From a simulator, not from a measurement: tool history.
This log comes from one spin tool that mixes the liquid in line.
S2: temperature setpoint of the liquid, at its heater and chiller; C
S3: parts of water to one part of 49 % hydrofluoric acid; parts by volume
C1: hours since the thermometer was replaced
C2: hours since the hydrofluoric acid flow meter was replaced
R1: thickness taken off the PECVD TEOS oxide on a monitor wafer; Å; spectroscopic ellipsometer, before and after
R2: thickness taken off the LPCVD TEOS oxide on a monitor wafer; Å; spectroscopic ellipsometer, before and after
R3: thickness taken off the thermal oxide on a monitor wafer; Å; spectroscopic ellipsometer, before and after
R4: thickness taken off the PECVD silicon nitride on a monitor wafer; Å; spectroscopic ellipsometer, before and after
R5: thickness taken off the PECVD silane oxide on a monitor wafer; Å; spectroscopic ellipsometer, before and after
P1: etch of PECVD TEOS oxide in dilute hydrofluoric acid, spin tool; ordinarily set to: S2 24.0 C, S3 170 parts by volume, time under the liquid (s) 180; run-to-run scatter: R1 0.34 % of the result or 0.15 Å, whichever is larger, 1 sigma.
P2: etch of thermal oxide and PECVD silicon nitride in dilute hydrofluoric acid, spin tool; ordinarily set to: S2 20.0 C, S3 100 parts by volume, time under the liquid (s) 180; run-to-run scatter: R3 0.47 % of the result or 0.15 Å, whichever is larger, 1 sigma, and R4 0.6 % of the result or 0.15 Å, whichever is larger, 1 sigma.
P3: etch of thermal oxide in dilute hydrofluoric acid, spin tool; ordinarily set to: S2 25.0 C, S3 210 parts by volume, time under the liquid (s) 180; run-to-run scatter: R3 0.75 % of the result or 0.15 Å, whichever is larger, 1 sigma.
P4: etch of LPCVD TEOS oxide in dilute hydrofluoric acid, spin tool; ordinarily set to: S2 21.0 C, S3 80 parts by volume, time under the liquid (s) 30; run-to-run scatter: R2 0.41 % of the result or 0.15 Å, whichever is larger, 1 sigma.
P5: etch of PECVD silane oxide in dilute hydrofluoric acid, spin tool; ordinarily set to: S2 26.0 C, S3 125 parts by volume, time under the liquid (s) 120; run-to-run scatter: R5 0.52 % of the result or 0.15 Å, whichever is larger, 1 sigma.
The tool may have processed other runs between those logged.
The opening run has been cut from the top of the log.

Run 2, hour 19.8: process that ran P4, S2 21.0 C, S3 80 parts by volume, time under the liquid (s) 30; C1 1725.1; C2 753.7. Result: R2 67.458 Å.
Run 3, hour 32.3: process that ran P2, S2 20.0 C, S3 100 parts by volume, time under the liquid (s) 295; C1 1737.6; C2 766.2. Result: R3 119.450 Å, R4 75.809 Å.
Run 4, hour 43.4: process that ran P1, S2 24.0 C, S3 170 parts by volume, time under the liquid (s) 180; C1 1748.7; C2 777.3. Result: R1 90.6950 Å.
Run 5, hour 51.3: process that ran P4, S2 21.0 C, S3 120 parts by volume, time under the liquid (s) 30; C1 1756.6; C2 785.2. Result: R2 43.048 Å.
Run 6, hour 61.7: process that ran P3, S2 25.0 C, S3 210 parts by volume, time under the liquid (s) 180; C1 1767.0; C2 795.6. Result: R3 37.365 Å.
Run 7, hour 72.2: process that ran P2, S2 26.5 C, S3 100 parts by volume, time under the liquid (s) 180; C1 1777.5; C2 806.1. Result: R3 93.224 Å, R4 72.119 Å.
Run 8, hour 82.9: process that ran P1, S2 31.0 C, S3 170 parts by volume, time under the liquid (s) 25; C1 1788.2; C2 816.8. Result: R1 16.0430 Å.
Run 9, hour 94.4: process that ran P5, S2 19.5 C, S3 125 parts by volume, time under the liquid (s) 120; C1 1799.7; C2 828.3. Result: R5 127.98 Å.
Run 10, hour 106.6: process that ran P2, S2 20.0 C, S3 100 parts by volume, time under the liquid (s) 180; C1 1811.9; C2 840.5. Result: R3 72.763 Å, R4 46.858 Å.
Run 11, hour 113.7: process that ran P3, S2 25.0 C, S3 95 parts by volume, time under the liquid (s) 180; C1 1819.0; C2 847.6. Result: R3 94.186 Å.
Run 12, hour 126.0: process that ran P2, S2 20.0 C, S3 155 parts by volume, time under the liquid (s) 180; C1 1831.3; C2 859.9. Result: R3 44.309 Å, R4 29.991 Å.
Run 13, hour 137.3: process that ran P3, S2 25.0 C, S3 210 parts by volume, time under the liquid (s) 365; C1 1842.6; C2 871.2. Result: R3 74.514 Å.
Run 14, hour 149.6: process that ran P3, S2 33.0 C, S3 210 parts by volume, time under the liquid (s) 180; C1 1854.9; C2 883.5. Result: R3 48.885 Å.
Run 15, hour 162.1: process that ran P1, S2 24.0 C, S3 60 parts by volume, time under the liquid (s) 180; C1 1867.4; C2 896.0. Result: R1 292.8000 Å.
Run 16, hour 170.1: process that ran P3, S2 25.0 C, S3 210 parts by volume, time under the liquid (s) 180; C1 1875.4; C2 904.0. Result: R3 37.081 Å.
Run 17, hour 177.8: process that ran P4, S2 21.0 C, S3 80 parts by volume, time under the liquid (s) 30; C1 1883.1; C2 911.7. Result: R2 66.957 Å.
Run 18, hour 188.4: process that ran P4, S2 17.0 C, S3 80 parts by volume, time under the liquid (s) 30; C1 1893.7; C2 922.3. Result: R2 57.009 Å.
Run 19, hour 195.7: process that ran P1, S2 24.0 C, S3 170 parts by volume, time under the liquid (s) 15; C1 1901.0; C2 929.6. Result: R1 7.6532 Å.
Run 20, hour 207.4: process that ran P1, S2 24.0 C, S3 270 parts by volume, time under the liquid (s) 180; C1 1912.7; C2 941.3. Result: R1 51.3650 Å.
Run 21, hour 217.4: process that ran P5, S2 26.0 C, S3 125 parts by volume, time under the liquid (s) 120; C1 1922.7; C2 951.3. Result: R5 165.34 Å.

For run 22, what comes out?
Run 22, hour 225.4: process that ran P1, S2 24.0 C, S3 170 parts by volume, time under the liquid (s) 180; C1 1930.7; C2 959.3. Result: R1 ?.

{"run 22": {"R1": 90.698}}

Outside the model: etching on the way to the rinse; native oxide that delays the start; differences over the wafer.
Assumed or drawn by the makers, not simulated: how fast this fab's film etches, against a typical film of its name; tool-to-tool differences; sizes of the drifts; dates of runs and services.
